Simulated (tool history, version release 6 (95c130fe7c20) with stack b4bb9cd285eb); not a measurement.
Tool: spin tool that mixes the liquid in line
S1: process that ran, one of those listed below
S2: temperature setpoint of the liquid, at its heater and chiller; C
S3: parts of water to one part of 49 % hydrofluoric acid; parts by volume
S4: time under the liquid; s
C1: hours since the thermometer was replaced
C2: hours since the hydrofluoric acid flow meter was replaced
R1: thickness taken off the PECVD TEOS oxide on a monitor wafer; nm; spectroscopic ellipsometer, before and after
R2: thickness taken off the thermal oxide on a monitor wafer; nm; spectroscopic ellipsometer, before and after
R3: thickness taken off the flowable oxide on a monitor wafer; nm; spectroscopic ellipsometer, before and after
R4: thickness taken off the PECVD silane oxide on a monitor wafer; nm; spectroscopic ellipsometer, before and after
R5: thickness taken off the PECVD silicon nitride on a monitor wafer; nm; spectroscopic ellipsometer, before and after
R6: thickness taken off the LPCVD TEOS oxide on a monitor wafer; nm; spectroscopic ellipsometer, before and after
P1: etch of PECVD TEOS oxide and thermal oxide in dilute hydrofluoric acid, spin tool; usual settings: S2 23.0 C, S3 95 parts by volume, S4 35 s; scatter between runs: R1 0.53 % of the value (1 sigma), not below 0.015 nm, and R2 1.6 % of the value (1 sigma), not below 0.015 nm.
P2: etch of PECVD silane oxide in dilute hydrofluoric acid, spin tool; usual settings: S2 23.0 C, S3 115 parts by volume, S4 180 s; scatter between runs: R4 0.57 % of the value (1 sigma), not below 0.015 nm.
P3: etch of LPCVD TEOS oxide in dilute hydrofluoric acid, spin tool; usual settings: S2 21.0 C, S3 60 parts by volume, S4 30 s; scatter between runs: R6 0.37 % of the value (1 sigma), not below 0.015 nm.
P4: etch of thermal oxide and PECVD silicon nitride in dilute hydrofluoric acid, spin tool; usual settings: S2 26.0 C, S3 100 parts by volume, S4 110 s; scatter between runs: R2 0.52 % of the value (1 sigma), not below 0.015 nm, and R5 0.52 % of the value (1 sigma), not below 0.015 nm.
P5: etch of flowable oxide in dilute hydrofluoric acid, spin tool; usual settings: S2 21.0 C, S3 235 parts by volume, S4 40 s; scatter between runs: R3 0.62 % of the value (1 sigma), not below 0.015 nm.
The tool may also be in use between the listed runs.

Run 1, hour 6.3: S1 P1, S2 23.0 C, S3 95 parts by volume, S4 35 s; C1 905.1; C2 652.5. Result: R1 4.1083 nm, R2 1.62790 nm.
Run 2, hour 12.1: S1 P1, S2 29.0 C, S3 140 parts by volume, S4 35 s; C1 910.9; C2 658.3. Result: R1 3.3144 nm, R2 1.32530 nm.
Run 3, hour 16.5: S1 P5, S2 21.0 C, S3 340 parts by volume, S4 40 s; C1 915.3; C2 662.7. Result: R3 2.7789 nm.
Run 4, hour 23.2: S1 P1, S2 31.0 C, S3 25 parts by volume, S4 35 s; C1 922.0; C2 669.4. Result: R1 23.7290 nm, R2 9.53700 nm.
Run 5, hour 31.4: S1 P1, S2 23.0 C, S3 95 parts by volume, S4 35 s; C1 930.2; C2 677.6. Result: R1 4.1528 nm, R2 1.69340 nm.
Run 6, hour 38.2: S1 P2, S2 17.0 C, S3 115 parts by volume, S4 180 s; C1 937.0; C2 684.4. Result: R4 28.9080 nm.
Run 7, hour 46.8: S1 P5, S2 25.0 C, S3 235 parts by volume, S4 40 s; C1 945.6; C2 693.0. Result: R3 5.1182 nm.
Run 8, hour 55.4: S1 P1, S2 23.0 C, S3 95 parts by volume, S4 15 s; C1 954.2; C2 701.6. Result: R1 1.7537 nm, R2 0.70369 nm.
Run 9, hour 60.3: S1 P1, S2 27.5 C, S3 95 parts by volume, S4 35 s; C1 959.1; C2 706.5. Result: R1 4.9180 nm, R2 1.99220 nm.
Run 10, hour 64.7: S1 P5, S2 21.0 C, S3 235 parts by volume, S4 40 s; C1 963.5; C2 710.9. Result: R3 4.4134 nm.
At hour 66.5: hydrofluoric acid flow meter replaced.
Run 11, hour 69.0: S1 P1, S2 23.0 C, S3 95 parts by volume, S4 35 s; C1 967.8; C2 2.6. Result: R1 4.0779 nm, R2 1.72760 nm.
Run 12, hour 74.8: S1 P1, S2 23.0 C, S3 95 parts by volume, S4 35 s; C1 973.6; C2 8.4. Result: R1 4.1626 nm, R2 1.58930 nm.
Run 13, hour 80.7: S1 P1, S2 23.0 C, S3 95 parts by volume, S4 35 s; C1 979.5; C2 14.3. Result: R1 4.0829 nm, R2 1.66900 nm.
Run 14, hour 86.1: S1 P4, S2 26.0 C, S3 100 parts by volume, S4 110 s; C1 984.9; C2 19.7. Result: R2 5.48690 nm, R5 6.62320 nm.
Run 15, hour 91.8: S1 P2, S2 23.0 C, S3 115 parts by volume, S4 35 s; C1 990.6; C2 25.4. Result: R4 7.1603 nm.
Run 16, hour 99.0: S1 P5, S2 21.0 C, S3 235 parts by volume, S4 15 s; C1 997.8; C2 32.6. Result: R3 1.6289 nm.
Run 17, hour 106.1: S1 P3, S2 21.0 C, S3 20 parts by volume, S4 30 s; C1 1004.9; C2 39.7. Result: R6 25.9340 nm.
Run 18, hour 114.5: S1 P4, S2 26.0 C, S3 100 parts by volume, S4 15 s; C1 1013.3; C2 48.1. Result: R2 0.75034 nm, R5 0.90173 nm.
Run 19, hour 123.1: S1 P2, S2 23.0 C, S3 65 parts by volume, S4 180 s; C1 1021.9; C2 56.7. Result: R4 69.7870 nm.
Run 20, hour 130.6: S1 P1, S2 23.0 C, S3 140 parts by volume, S4 35 s; C1 1029.4; C2 64.2. Result: R1 2.6578 nm, R2 1.06500 nm.
Run 21, hour 134.5: S1 P1, S2 23.0 C, S3 95 parts by volume, S4 55 s; C1 1033.3; C2 68.1. Result: R1 6.4103 nm, R2 2.59290 nm.
Run 22, hour 141.7: S1 P4, S2 32.0 C, S3 100 parts by volume, S4 110 s; C1 1040.5; C2 75.3. Result: R2 6.89470 nm, R5 9.73720 nm.
Run 23, hour 148.4: S1 P2, S2 23.0 C, S3 115 parts by volume, S4 180 s; C1 1047.2; C2 82.0. Result: R4 36.3770 nm.
Run 24, hour 154.9: S1 P3, S2 21.0 C, S3 60 parts by volume, S4 30 s; C1 1053.7; C2 88.5. Result: R6 8.2074 nm.
Run 25, hour 161.4: S1 P4, S2 26.0 C, S3 180 parts by volume, S4 110 s; C1 1060.2; C2 95.0. Result: R2 2.77130 nm, R5 3.66390 nm.
Run 26, hour 165.9: S1 P1, S2 23.0 C, S3 55 parts by volume, S4 35 s; C1 1064.7; C2 99.5. Result: R1 7.4744 nm, R2 3.04510 nm.
Run 27, hour 171.6: S1 P1, S2 23.0 C, S3 95 parts by volume, S4 35 s; C1 1070.4; C2 105.2. Result: R1 4.1018 nm, R2 1.69380 nm.
Run 28, hour 178.1: S1 P5, S2 21.0 C, S3 235 parts by volume, S4 40 s; C1 1076.9; C2 111.7. Result: R3 4.4152 nm.
Run 29, hour 183.9: S1 P3, S2 25.5 C, S3 60 parts by volume, S4 30 s; C1 1082.7; C2 117.5. Result: R6 9.9357 nm.
Run 30, hour 189.3: S1 P3, S2 21.0 C, S3 60 parts by volume, S4 55 s; C1 1088.1; C2 122.9. Result: R6 15.1740 nm.
Run 31, hour 198.0: S1 P1, S2 18.5 C, S3 95 parts by volume, S4 35 s; C1 1096.8; C2 131.6. Result: R1 3.4346 nm, R2 1.43250 nm.
Run 32, hour 204.0: S1 P1, S2 23.0 C, S3 95 parts by volume, S4 35 s; C1 1102.8; C2 137.6. Result: R1 4.1081 nm, R2 1.62720 nm.
Run 33, hour 212.0: S1 P1, S2 23.0 C, S3 95 parts by volume, S4 35 s; C1 1110.8; C2 145.6. Result: R1 4.2944 nm, R2 1.73910 nm.
Run 34, hour 218.2: S1 P1, S2 23.0 C, S3 95 parts by volume, S4 35 s; C1 1117.0; C2 151.8. Result: R1 4.3245 nm, R2 1.77080 nm.
Run 35, hour 223.4: S1 P1, S2 23.0 C, S3 95 parts by volume, S4 35 s; C1 1122.2; C2 157.0. Result: R1 4.3881 nm, R2 1.79170 nm.
Run 36, hour 228.2: S1 P1, S2 23.0 C, S3 95 parts by volume, S4 35 s; C1 1127.0; C2 161.8. Result: R1 4.4554 nm, R2 1.84370 nm.
Run 37, hour 236.2: S1 P1, S2 23.0 C, S3 95 parts by volume, S4 35 s; C1 1135.0; C2 169.8. Result: R1 4.4852 nm, R2 1.80470 nm.
Run 38, hour 242.7: S1 P1, S2 23.0 C, S3 95 parts by volume, S4 35 s; C1 1141.5; C2 176.3. Result: R1 4.5165 nm, R2 1.85830 nm.
Run 39, hour 248.2: S1 P1, S2 23.0 C, S3 95 parts by volume, S4 35 s; C1 1147.0; C2 181.8. Result: R1 4.4523 nm, R2 1.79780 nm.
Run 40, hour 256.6: S1 P1, S2 23.0 C, S3 95 parts by volume, S4 35 s; C1 1155.4; C2 190.2. Result: R1 4.4988 nm, R2 1.82050 nm.

Compared with where it was, what P1 gives has crept away. Each cause listed below fits the log as well as the rest, at the size given for it:
A: liquid hotter than its thermometer reads (K) = 2.2
B: hydrofluoric acid flow above the setpoint (%) = 8.18
The process output started creeping at around hour 204.0.

Listed below are the offered check runs, one wafer per run, with question marks in place of results. For which of them would the causes give clearly different outcomes?
Run check 1, hour 265.0: S1 P5, S2 21.0 C, S3 235 parts by volume, S4 40 s. Result: R3 ?.
Run check 2, hour 265.0: S1 P3, S2 21.0 C, S3 60 parts by volume, S4 30 s. Result: R6 ?.
Run check 3, hour 265.0: S1 P4, S2 26.0 C, S3 100 parts by volume, S4 110 s. Result: R2 ?, R5 ?.
Run check 4, hour 265.0: S1 P2, S2 23.0 C, S3 115 parts by volume, S4 180 s. Result: R4 ?.

Expected result of each check under each candidate cause:
  check  result     if A     if B
check 1      R3   4.7864   4.8574
check 2      R6   9.0355   8.9724
check 3      R2  5.97350  5.99550
check 3      R5  7.65390  7.18420
check 4      R4  40.0830  40.1960
How far apart the two closest causes lie, in the result that separates them most: check 1 1.47 %; check 2 0.7 %; check 3 6.33 %; check 4 0.28 %
The causes can be told apart only by check 3. The other checks would give nearly the same results under each of them.

Then check 3 was run and gave: R2 5.96050 nm; R5 7.67220 nm. Which cause is it?

Of the candidate causes, it is A: liquid hotter than its thermometer reads (K).
